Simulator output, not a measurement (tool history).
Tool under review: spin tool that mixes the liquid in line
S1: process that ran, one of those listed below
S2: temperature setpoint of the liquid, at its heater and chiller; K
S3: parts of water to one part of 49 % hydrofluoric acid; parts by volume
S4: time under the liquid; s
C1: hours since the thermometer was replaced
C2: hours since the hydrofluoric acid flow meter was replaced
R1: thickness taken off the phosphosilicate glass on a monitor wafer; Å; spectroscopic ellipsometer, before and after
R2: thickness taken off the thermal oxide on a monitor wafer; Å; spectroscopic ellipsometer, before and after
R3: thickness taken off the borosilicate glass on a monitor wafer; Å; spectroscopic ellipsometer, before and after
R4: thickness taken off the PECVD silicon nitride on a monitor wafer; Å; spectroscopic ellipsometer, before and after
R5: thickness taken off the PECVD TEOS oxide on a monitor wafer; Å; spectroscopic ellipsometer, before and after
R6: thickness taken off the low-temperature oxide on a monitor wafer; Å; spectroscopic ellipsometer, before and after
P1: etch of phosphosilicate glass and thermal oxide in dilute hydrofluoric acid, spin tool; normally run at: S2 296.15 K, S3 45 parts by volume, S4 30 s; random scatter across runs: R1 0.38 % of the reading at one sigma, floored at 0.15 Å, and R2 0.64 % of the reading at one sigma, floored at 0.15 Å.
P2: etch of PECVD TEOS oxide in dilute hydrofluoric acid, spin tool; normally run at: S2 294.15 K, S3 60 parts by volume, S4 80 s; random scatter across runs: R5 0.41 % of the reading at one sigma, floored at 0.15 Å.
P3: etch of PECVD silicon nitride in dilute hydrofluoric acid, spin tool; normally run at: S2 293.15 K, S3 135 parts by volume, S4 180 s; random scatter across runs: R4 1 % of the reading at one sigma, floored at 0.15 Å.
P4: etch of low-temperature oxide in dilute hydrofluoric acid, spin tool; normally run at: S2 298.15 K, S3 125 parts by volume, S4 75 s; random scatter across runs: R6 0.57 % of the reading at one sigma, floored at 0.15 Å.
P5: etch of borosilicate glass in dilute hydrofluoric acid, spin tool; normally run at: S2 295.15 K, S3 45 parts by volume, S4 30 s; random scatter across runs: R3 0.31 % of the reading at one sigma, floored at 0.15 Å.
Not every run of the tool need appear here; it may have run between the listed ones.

| run | hour | S1 | S2 | S3 | S4 | C1 | C2 | R1 | R2 | R3 | R4 | R5 | R6 |
|---|---|---|---|---|---|---|---|---|---|---|---|---|---|
| 1 | 11.7 | P1 | 296.15 | 45 | 30 | 1394.9 | 900.6 | 473.32 | 33.196 |  |  |  |  |
| 2 | 23.3 | P1 | 296.15 | 65 | 45 | 1406.5 | 912.2 | 478.32 | 33.012 |  |  |  |  |
| 3 | 31.7 | P5 | 302.65 | 45 | 30 | 1414.9 | 920.6 |  |  | 179.76 |  |  |  |
| 4 | 40.7 | P3 | 290.15 | 135 | 180 | 1423.9 | 929.6 |  |  |  | 21.078 |  |  |
| 5 | 52.8 | P2 | 290.15 | 60 | 80 | 1436 | 941.7 |  |  |  |  | 178.56 |  |
| 6 | 63 | P5 | 295.15 | 25 | 30 | 1446.2 | 951.9 |  |  | 242.52 |  |  |  |
| 7 | 72 | P1 | 296.15 | 45 | 30 | 1455.2 | 960.9 | 471.67 | 32.501 |  |  |  |  |
| 8 | 84.6 | P1 | 296.15 | 45 | 30 | 1467.8 | 973.5 | 478.42 | 32.801 |  |  |  |  |
| 9 | 94.4 | P2 | 294.15 | 60 | 80 | 1477.6 | 983.3 |  |  |  |  | 211.69 |  |
| 10 | 104 | P1 | 290.15 | 45 | 30 | 1487.2 | 992.9 | 365.46 | 25.638 |  |  |  |  |
| 11 | 112.9 | P1 | 296.15 | 45 | 55 | 1496.1 | 1001.8 | 869.82 | 60.33 |  |  |  |  |
| 12 | 118.8 | P3 | 293.15 | 135 | 180 | 1502 | 1007.7 |  |  |  | 26.008 |  |  |
| 13 | 126 | P2 | 294.15 | 60 | 80 | 1509.2 | 1014.9 |  |  |  |  | 213.91 |  |
| 14 | 134.7 | P1 | 296.15 | 75 | 30 | 1517.9 | 1023.6 | 274.54 | 18.953 |  |  |  |  |
| 15 | 140.6 | P3 | 293.15 | 135 | 305 | 1523.8 | 1029.5 |  |  |  | 43.507 |  |  |
| 16 | 152.8 | P5 | 295.15 | 45 | 30 | 1536 | 1041.7 |  |  | 132.51 |  |  |  |
| 17 | 163.3 | P3 | 293.15 | 135 | 180 | 1546.5 | 1052.2 |  |  |  | 25.783 |  |  |
| 18 | 171 | P1 | 290.15 | 45 | 60 | 1554.2 | 1059.9 | 734.76 | 50.664 |  |  |  |  |
| 19 | 178.2 | P1 | 300.15 | 45 | 50 | 1561.4 | 1067.1 | 928.67 | 63.745 |  |  |  |  |
| 20 | 188.6 | P2 | 294.15 | 60 | 40 | 1571.8 | 1077.5 |  |  |  |  | 106.71 |  |
| 21 | 200.6 | P3 | 293.15 | 210 | 180 | 1583.8 | 1089.5 |  |  |  | 16.738 |  |  |
| 22 | 212 | P1 | 296.15 | 45 | 30 | 1595.2 | 1100.9 | 474.26 | 32.673 |  |  |  |  |
| 23 | 218.4 | P4 | 298.15 | 125 | 75 | 1601.6 | 1107.3 |  |  |  |  |  | 106.11 |
| 24 | 231.1 | P4 | 291.65 | 125 | 75 | 1614.3 | 1120 |  |  |  |  |  | 81.521 |
| 25 | 243.4 | P5 | 295.15 | 45 | 15 | 1626.6 | 1132.3 |  |  | 65.965 |  |  |  |
| 26 | 249.7 | P4 | 298.15 | 125 | 15 | 1632.9 | 1138.6 |  |  |  |  |  | 20.757 |
| 27 | 255.9 | P1 | 296.15 | 45 | 30 | 1639.1 | 1144.8 | 473.65 | 32.396 |  |  |  |  |
| 28 | 266.8 | P1 | 296.15 | 45 | 30 | 1650 | 1155.7 | 471.31 | 33.03 |  |  |  |  |
| 29 | 276.3 | P2 | 294.15 | 100 | 80 | 1659.5 | 1165.2 |  |  |  |  | 121.35 |  |
| 30 | 287.9 | P1 | 296.15 | 20 | 30 | 1671.1 | 1176.8 | 1108.6 | 76.18 |  |  |  |  |
| 31 | 293.6 | P4 | 298.15 | 40 | 75 | 1676.8 | 1182.5 |  |  |  |  |  | 366.36 |
| 32 | 302 | P1 | 296.15 | 45 | 30 | 1685.2 | 1190.9 | 473.71 | 32.732 |  |  |  |  |
| 33 | 308.4 | P1 | 304.15 | 45 | 30 | 1691.6 | 1197.3 | 656.86 | 44.92 |  |  |  |  |
| 34 | 316.9 | P1 | 296.15 | 45 | 15 | 1700.1 | 1205.8 | 237.33 | 16.656 |  |  |  |  |
| 35 | 329.4 | P1 | 296.15 | 45 | 30 | 1712.6 | 1218.3 | 473.55 | 33.279 |  |  |  |  |
| 36 | 337.4 | P1 | 296.15 | 45 | 30 | 1720.6 | 1226.3 | 461.28 | 31.842 |  |  |  |  |
| 37 | 347.1 | P1 | 296.15 | 45 | 30 | 1730.3 | 1236 | 453.23 | 31.443 |  |  |  |  |
| 38 | 355.6 | P1 | 296.15 | 45 | 30 | 1738.8 | 1244.5 | 444.05 | 30.396 |  |  |  |  |
| 39 | 368.2 | P1 | 296.15 | 45 | 30 | 1751.4 | 1257.1 | 440.9 | 30.636 |  |  |  |  |
| 40 | 377.6 | P1 | 296.15 | 45 | 30 | 1760.8 | 1266.5 | 442.76 | 30.796 |  |  |  |  |
| 41 | 388.5 | P1 | 296.15 | 45 | 30 | 1771.7 | 1277.4 | 438.36 | 30.236 |  |  |  |  |
| 42 | 395.9 | P1 | 296.15 | 45 | 30 | 1779.1 | 1284.8 | 437.33 | 30.182 |  |  |  |  |
| 43 | 402 | P1 | 296.15 | 45 | 30 | 1785.2 | 1290.9 | 440.47 | 30.455 |  |  |  |  |
| 44 | 408.9 | P1 | 296.15 | 45 | 30 | 1792.1 | 1297.8 | 440.37 | 30.183 |  |  |  |  |

Compared with where it was, what P1 gives has crept away. Each cause listed below fits the log as well as the rest, at the size given for it:
A: hydrofluoric acid flow below the setpoint (%) = 7.15
B: liquid colder than its thermometer reads (K) = 1.88
The process output started creeping at around hour 329.4.

4 check runs are offered, each on 5 wafers whose results are averaged, their results left as question marks. Which one tells the causes apart?
| check 1 | 415.8 | P5 | 300.15 | 45 | 15 |  |  |  |  | ? |  |  |  |
| check 2 | 415.8 | P3 | 293.15 | 200 | 180 |  |  |  |  |  | ? |  |  |
| check 3 | 415.8 | P2 | 290.65 | 95 | 80 |  |  |  |  |  |  | ? |  |
| check 4 | 415.8 | P4 | 293.65 | 60 | 75 |  |  |  |  |  |  |  | ? |

Check results expected under each cause:
| check | result | if A | if B |
|---|---|---|---|
| check 1 | R3 | 75.084 | 75.295 |
| check 2 | R4 | 16.428 | 15.589 |
| check 3 | R5 | 102.32 | 102.53 |
| check 4 | R6 | 183.1 | 183.12 |
Per check, the gap between the least separated pair of causes, taken in the result that splits them most: check 1 0.28 %; check 2 5.24 %; check 3 0.21 %; check 4 0.01 %
Check 2 tells the causes apart: in the others they would give nearly the same result.

The results of check 2 are: R4 15.627 Å. Based on these, which of the listed causes is it?

The cause is B: liquid colder than its thermometer reads (K).
